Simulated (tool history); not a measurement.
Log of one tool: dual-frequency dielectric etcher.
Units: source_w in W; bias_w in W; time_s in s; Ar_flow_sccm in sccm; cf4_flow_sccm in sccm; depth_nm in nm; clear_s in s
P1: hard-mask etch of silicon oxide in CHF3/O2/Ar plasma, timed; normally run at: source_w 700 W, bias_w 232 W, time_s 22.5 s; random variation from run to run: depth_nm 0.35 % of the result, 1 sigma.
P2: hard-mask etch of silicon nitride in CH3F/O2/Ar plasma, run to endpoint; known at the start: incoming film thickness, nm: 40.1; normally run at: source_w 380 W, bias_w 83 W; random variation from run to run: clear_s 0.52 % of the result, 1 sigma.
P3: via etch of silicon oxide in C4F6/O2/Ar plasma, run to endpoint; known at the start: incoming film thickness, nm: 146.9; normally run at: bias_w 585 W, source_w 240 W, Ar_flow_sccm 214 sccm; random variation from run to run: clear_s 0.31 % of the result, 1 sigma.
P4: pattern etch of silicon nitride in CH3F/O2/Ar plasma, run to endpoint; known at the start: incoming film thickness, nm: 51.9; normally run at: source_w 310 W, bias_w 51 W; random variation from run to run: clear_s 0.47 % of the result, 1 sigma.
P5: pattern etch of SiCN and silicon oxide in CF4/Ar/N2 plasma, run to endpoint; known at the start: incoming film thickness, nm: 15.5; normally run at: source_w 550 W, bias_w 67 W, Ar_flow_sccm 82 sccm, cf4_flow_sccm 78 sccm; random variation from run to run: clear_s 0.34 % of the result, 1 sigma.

{"run": 1, "day": 0.508, "process": "P1", "source_w": 700, "bias_w": 232, "time_s": 22.5, "depth_nm": 51.044}
{"run": 2, "day": 1.038, "process": "P3", "source_w": 240, "bias_w": 585, "Ar_flow_sccm": 214, "clear_s": 35.881}
{"run": 3, "day": 1.658, "process": "P1", "source_w": 970, "bias_w": 232, "time_s": 22.5, "depth_nm": 57.371}
{"run": 4, "day": 2.038, "process": "P1", "source_w": 700, "bias_w": 232, "time_s": 22.5, "depth_nm": 50.65}
{"run": 5, "day": 2.533, "process": "P2", "source_w": 380, "bias_w": 108, "clear_s": 49.553}
{"run": 6, "day": 3.171, "process": "P1", "source_w": 700, "bias_w": 232, "time_s": 31, "depth_nm": 70.253}
{"run": 7, "day": 3.508, "process": "P5", "source_w": 550, "bias_w": 67, "Ar_flow_sccm": 82, "cf4_flow_sccm": 106, "clear_s": 14.171}
{"run": 8, "day": 3.996, "process": "P2", "source_w": 380, "bias_w": 83, "clear_s": 54.468}
{"run": 9, "day": 4.629, "process": "P1", "source_w": 700, "bias_w": 232, "time_s": 22.5, "depth_nm": 50.828}
{"run": 10, "day": 4.996, "process": "P3", "source_w": 310, "bias_w": 585, "Ar_flow_sccm": 214, "clear_s": 32.673}
{"run": 11, "day": 5.65, "process": "P3", "source_w": 240, "bias_w": 422, "Ar_flow_sccm": 214, "clear_s": 40.654}
{"day": 5.975, "done": "bias power generator calibrated"}
{"run": 12, "day": 6.142, "process": "P1", "source_w": 700, "bias_w": 279, "time_s": 22.5, "depth_nm": 54.358}
{"run": 13, "day": 6.721, "process": "P1", "source_w": 700, "bias_w": 168, "time_s": 22.5, "depth_nm": 45.619}
{"run": 14, "day": 7.338, "process": "P1", "source_w": 700, "bias_w": 316, "time_s": 15.5, "depth_nm": 39.183}
{"run": 15, "day": 7.842, "process": "P5", "source_w": 550, "bias_w": 67, "Ar_flow_sccm": 54, "cf4_flow_sccm": 78, "clear_s": 13.9}
{"run": 16, "day": 8.392, "process": "P2", "source_w": 520, "bias_w": 83, "clear_s": 48.615}
{"run": 17, "day": 8.738, "process": "P1", "source_w": 700, "bias_w": 232, "time_s": 22.5, "depth_nm": 50.522}
{"run": 18, "day": 9.392, "process": "P5", "source_w": 550, "bias_w": 39, "Ar_flow_sccm": 82, "cf4_flow_sccm": 78, "clear_s": 17.161}
{"run": 19, "day": 9.883, "process": "P5", "source_w": 550, "bias_w": 67, "Ar_flow_sccm": 82, "cf4_flow_sccm": 78, "clear_s": 14.626}
{"run": 20, "day": 10.254, "process": "P5", "source_w": 440, "bias_w": 67, "Ar_flow_sccm": 82, "cf4_flow_sccm": 78, "clear_s": 17.892}
{"run": 21, "day": 10.775, "process": "P1", "source_w": 700, "bias_w": 232, "time_s": 17.5, "depth_nm": 39.397}
{"run": 22, "day": 11.104, "process": "P4", "source_w": 310, "bias_w": 31, "clear_s": 107.71}
{"run": 23, "day": 11.4, "process": "P1", "source_w": 450, "bias_w": 232, "time_s": 22.5, "depth_nm": 42.982}
{"run": 24, "day": 11.771, "process": "P3", "source_w": 240, "bias_w": 585, "Ar_flow_sccm": 303, "clear_s": 37.152}
{"run": 25, "day": 12.192, "process": "P1", "source_w": 700, "bias_w": 232, "time_s": 22.5, "depth_nm": 50.558}
{"run": 26, "day": 12.521, "process": "P1", "source_w": 700, "bias_w": 232, "time_s": 22.5, "depth_nm": 50.759}
{"run": 27, "day": 12.871, "process": "P4", "source_w": 200, "bias_w": 51, "clear_s": 108.97}
{"run": 28, "day": 13.171, "process": "P5", "source_w": 550, "bias_w": 67, "Ar_flow_sccm": 82, "cf4_flow_sccm": 78, "clear_s": 14.624}
{"run": 29, "day": 13.721, "process": "P4", "source_w": 310, "bias_w": 51, "clear_s": 93.027}
{"run": 30, "day": 14.104, "process": "P1", "source_w": 700, "bias_w": 232, "time_s": 22.5, "depth_nm": 50.959}
{"run": 31, "day": 14.496, "process": "P1", "source_w": 700, "bias_w": 232, "time_s": 22.5, "depth_nm": 50.623}
{"run": 32, "day": 14.883, "process": "P1", "source_w": 700, "bias_w": 232, "time_s": 22.5, "depth_nm": 50.291}
{"run": 33, "day": 15.362, "process": "P1", "source_w": 700, "bias_w": 232, "time_s": 22.5, "depth_nm": 50.337}
{"run": 34, "day": 15.658, "process": "P1", "source_w": 700, "bias_w": 232, "time_s": 22.5, "depth_nm": 49.998}
{"day": 16.096, "done": "wet clean of the chamber"}
{"run": 35, "day": 16.238, "process": "P1", "source_w": 700, "bias_w": 232, "time_s": 22.5, "depth_nm": 49.775}
{"run": 36, "day": 16.871, "process": "P1", "source_w": 700, "bias_w": 232, "time_s": 22.5, "depth_nm": 49.858}
{"run": 37, "day": 17.504, "process": "P1", "source_w": 700, "bias_w": 232, "time_s": 22.5, "depth_nm": 49.852}
{"run": 38, "day": 18.15, "process": "P1", "source_w": 700, "bias_w": 232, "time_s": 22.5, "depth_nm": 49.95}
{"run": 39, "day": 18.533, "process": "P1", "source_w": 700, "bias_w": 232, "time_s": 22.5, "depth_nm": 49.975}

What P1 gives has crept away from where it was. These 2 causes fit the log equally well, each at the size given:
A: bias power that arrives under what is set, % = 4.95
B: source power that arrives under what is set, % = 4.56
The creep began at about day 14.104.
Why every other cause is out:
chamber walls in a state that lowers the etch rate, %: serviced at day 16.096, which brought nothing back

4 check runs are offered, one wafer each, their results left as question marks. Which one tells the causes apart?
{"run": "check 1", "day": 18.917, "process": "P5", "source_w": 550, "bias_w": 41, "Ar_flow_sccm": 82, "cf4_flow_sccm": 101, "clear_s": "?"}
{"run": "check 2", "day": 18.917, "process": "P4", "source_w": 310, "bias_w": 39, "clear_s": "?"}
{"run": "check 3", "day": 18.917, "process": "P3", "source_w": 240, "bias_w": 585, "Ar_flow_sccm": 272, "clear_s": "?"}
{"run": "check 4", "day": 18.917, "process": "P2", "source_w": 460, "bias_w": 83, "clear_s": "?"}

What each check would give under each cause:
check=check_1 result=clear_s if_A=16.487 if_B=16.976
check=check_2 result=clear_s if_A=102.11 if_B=102.45
check=check_3 result=clear_s if_A=37.6 if_B=37.494
check=check_4 result=clear_s if_A=51.401 if_B=51.397
How far apart the two closest causes lie, in the result that separates them most: check 1 2.92 %; check 2 0.33 %; check 3 0.28 %; check 4 0.01 %
Only check 1 tells the causes apart: in the others they would give nearly the same result.

Check 1 was then run and gave: clear_s 16.891 s. Which cause is it?

It is B: source power that arrives under what is set, %.
